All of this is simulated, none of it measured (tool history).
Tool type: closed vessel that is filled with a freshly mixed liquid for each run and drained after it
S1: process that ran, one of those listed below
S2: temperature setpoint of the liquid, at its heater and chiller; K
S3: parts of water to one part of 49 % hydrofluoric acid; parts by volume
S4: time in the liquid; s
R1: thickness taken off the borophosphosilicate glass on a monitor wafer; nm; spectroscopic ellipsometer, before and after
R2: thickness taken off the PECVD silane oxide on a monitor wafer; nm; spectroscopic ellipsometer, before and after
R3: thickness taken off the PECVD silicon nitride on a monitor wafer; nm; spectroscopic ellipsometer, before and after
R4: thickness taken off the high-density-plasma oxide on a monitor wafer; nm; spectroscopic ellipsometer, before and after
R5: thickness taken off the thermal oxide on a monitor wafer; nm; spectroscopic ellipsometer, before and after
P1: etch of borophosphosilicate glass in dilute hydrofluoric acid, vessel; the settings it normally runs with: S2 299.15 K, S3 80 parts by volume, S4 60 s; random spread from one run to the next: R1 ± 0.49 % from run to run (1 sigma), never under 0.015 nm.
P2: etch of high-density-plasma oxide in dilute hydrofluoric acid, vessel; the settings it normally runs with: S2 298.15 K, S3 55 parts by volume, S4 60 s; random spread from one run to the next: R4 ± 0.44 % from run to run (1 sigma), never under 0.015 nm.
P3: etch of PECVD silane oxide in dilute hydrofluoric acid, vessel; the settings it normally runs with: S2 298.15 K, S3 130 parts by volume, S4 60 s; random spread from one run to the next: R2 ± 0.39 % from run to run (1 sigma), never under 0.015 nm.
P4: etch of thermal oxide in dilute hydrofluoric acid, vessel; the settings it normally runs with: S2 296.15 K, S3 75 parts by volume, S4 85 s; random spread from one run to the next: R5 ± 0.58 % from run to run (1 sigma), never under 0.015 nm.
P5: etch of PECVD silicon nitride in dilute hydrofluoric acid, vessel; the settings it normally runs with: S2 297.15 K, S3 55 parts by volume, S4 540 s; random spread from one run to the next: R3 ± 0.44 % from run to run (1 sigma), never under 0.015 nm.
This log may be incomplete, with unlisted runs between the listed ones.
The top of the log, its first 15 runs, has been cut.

run   hour  S1      S2   S3    S4       R1      R2      R3      R4      R5
 16  218.6  P5  297.15   55  1015                   42.918
 17  233.8  P3  302.15  130    60           23.938
 18  250.1  P1  299.15   40    60  57.6610
 19  260.2  P1  303.15   80    60  31.7680
 20  278.0  P1  299.15   80    60  27.2800
 21  286.3  P1  299.15   80    60  27.1770
 22  302.7  P5  297.15   95   540                   13.316
 23  319.1  P3  298.15  130    60           20.622
 24  333.8  P2  298.15   55    60                           6.0734
 25  344.4  P4  296.15   75    85                                   5.4915
 26  356.1  P1  291.65   80    60  20.1380
 27  375.1  P2  298.15   55    85                           8.6481

Forecast run 28:
 28  390.4  P4  296.15  75  85                   ?

{"run 28": {"R5": 5.5537}}
